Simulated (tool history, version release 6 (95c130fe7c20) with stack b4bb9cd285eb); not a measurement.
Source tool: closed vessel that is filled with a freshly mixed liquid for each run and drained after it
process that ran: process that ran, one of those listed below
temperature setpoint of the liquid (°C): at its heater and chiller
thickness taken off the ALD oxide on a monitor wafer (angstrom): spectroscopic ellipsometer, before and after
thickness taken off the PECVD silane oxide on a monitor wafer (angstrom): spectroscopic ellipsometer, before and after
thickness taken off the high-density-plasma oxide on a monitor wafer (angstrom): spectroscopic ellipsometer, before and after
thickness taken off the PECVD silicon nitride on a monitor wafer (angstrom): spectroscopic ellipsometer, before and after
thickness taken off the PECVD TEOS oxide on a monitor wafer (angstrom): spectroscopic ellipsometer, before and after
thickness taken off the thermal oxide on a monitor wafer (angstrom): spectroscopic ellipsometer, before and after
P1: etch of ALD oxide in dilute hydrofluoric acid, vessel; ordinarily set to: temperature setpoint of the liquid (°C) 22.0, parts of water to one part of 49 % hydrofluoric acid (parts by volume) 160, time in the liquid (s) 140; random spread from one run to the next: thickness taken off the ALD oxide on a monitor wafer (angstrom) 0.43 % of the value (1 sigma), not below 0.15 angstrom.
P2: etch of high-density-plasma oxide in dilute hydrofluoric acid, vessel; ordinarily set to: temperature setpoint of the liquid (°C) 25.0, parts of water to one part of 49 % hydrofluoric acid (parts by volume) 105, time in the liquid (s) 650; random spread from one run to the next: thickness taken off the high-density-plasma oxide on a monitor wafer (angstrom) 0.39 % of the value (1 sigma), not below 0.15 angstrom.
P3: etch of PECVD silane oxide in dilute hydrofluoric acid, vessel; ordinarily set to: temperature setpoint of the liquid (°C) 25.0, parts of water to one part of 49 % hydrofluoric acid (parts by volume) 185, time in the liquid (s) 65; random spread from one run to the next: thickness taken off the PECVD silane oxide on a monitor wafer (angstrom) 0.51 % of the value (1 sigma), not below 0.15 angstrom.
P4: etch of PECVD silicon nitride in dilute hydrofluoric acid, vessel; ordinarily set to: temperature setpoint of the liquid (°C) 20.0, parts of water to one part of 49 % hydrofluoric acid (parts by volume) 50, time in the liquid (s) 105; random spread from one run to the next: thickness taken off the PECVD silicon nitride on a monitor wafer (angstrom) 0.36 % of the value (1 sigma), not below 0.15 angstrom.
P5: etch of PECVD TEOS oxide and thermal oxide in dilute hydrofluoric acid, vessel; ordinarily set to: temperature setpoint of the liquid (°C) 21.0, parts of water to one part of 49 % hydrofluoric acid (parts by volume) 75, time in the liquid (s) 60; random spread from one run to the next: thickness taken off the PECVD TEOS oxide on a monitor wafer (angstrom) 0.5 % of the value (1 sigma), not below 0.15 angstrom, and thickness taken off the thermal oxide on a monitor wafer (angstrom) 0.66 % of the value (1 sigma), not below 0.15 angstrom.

run	hour	process that ran	temperature setpoint of the liquid (°C)	parts of water to one part of 49 % hydrofluoric acid (parts by volume)	time in the liquid (s)	thickness taken off the ALD oxide on a monitor wafer (angstrom)	thickness taken off the PECVD silane oxide on a monitor wafer (angstrom)	thickness taken off the high-density-plasma oxide on a monitor wafer (angstrom)	thickness taken off the PECVD silicon nitride on a monitor wafer (angstrom)	thickness taken off the PECVD TEOS oxide on a monitor wafer (angstrom)	thickness taken off the thermal oxide on a monitor wafer (angstrom)
1	6.7	P1	22.0	160	140	132.980					
2	15.3	P3	32.5	185	65		94.132				
3	24.1	P2	25.0	105	1140			592.59			
4	29.9	P4	20.0	30	105				106.690		
5	38.5	P1	22.0	160	140	133.070					
6	46.7	P2	25.0	105	650			337.36			
7	55.0	P5	21.0	75	60					80.435	33.802
8	62.4	P3	25.0	185	65		72.276				
9	66.6	P4	20.0	50	50				30.985		
10	75.7	P4	25.5	50	105				94.260		
11	79.7	P1	22.0	160	140	131.280					
12	88.0	P2	25.0	165	650			199.63			
13	93.6	P1	22.0	160	140	132.930					
14	102.2	P3	25.0	185	65		71.694				
15	110.4	P3	25.0	335	65		34.603				
16	114.9	P5	21.0	40	60					154.760	67.076
17	121.3	P1	26.0	160	140	154.880					
18	127.8	P1	22.0	160	270	254.950					
19	133.3	P2	20.0	105	650			276.69			
20	141.2	P4	20.0	50	105				64.923		
21	147.4	P1	22.0	160	140	133.720					
22	151.7	P5	17.0	75	60					68.279	28.336
23	159.1	P1	28.5	235	140	106.100					
24	163.9	P3	25.0	185	30		33.488				
25	170.3	P1	17.0	160	140	108.690					
26	178.5	P1	22.0	160	30	28.006					
27	183.8	P1	22.0	45	140	543.280					
28	192.4	P1	22.0	260	140	73.590					
29	198.6	P5	21.0	75	60					80.513	33.757
30	205.5	P1	22.0	160	140	133.240					
31	214.1	P2	25.0	105	650			339.21			
32	222.9	P5	21.0	75	95					126.710	53.869
33	230.2	P1	22.0	160	140	132.330					
34	237.0	P1	22.0	160	140	135.990					
35	241.2	P1	22.0	160	140	139.360					
36	248.4	P1	22.0	160	140	141.610					
37	254.5	P1	22.0	160	140	141.520					
38	262.1	P1	22.0	160	140	142.080					
39	270.1	P1	22.0	160	140	143.100					
40	275.0	P1	22.0	160	140	143.020					

The log shows P1 creeping away from where it was. Any of the 2 causes listed here, at the size stated for it, fits the log just as well as the others:
A: liquid hotter than its thermometer reads (K) = 1.85
B: hydrofluoric acid flow above the setpoint (%) = 6.25
The drift started at roughly hour 230.2.

Listed below are the offered check runs, one wafer per run, with question marks in place of results. For which of them would the causes give clearly different outcomes?
check 1	279.9	P5	21.0	75	60					?	?
check 2	279.9	P3	25.0	185	65		?				
check 3	279.9	P4	20.0	50	105				?		
check 4	279.9	P2	25.0	105	650			?			

How each check would come out, cause by cause:
check	result	if A	if B
check 1	thickness taken off the PECVD TEOS oxide on a monitor wafer (angstrom)	86.259	85.389
check 1	thickness taken off the thermal oxide on a monitor wafer (angstrom)	36.660	36.290
check 2	thickness taken off the PECVD silane oxide on a monitor wafer (angstrom)	77.092	77.497
check 3	thickness taken off the PECVD silicon nitride on a monitor wafer (angstrom)	73.428	68.549
check 4	thickness taken off the high-density-plasma oxide on a monitor wafer (angstrom)	363.16	361.96
Per-check spread between the two closest causes, in the result where they differ most: check 1 1.01 %; check 2 0.52 %; check 3 6.87 %; check 4 0.33 %
Only in check 3 would the causes give clearly different results; in the remaining checks their results would be nearly the same.

After running check 3, the following was obtained: thickness taken off the PECVD silicon nitride on a monitor wafer (angstrom) 73.126. Which cause does this point to?

It is A: liquid hotter than its thermometer reads (K).

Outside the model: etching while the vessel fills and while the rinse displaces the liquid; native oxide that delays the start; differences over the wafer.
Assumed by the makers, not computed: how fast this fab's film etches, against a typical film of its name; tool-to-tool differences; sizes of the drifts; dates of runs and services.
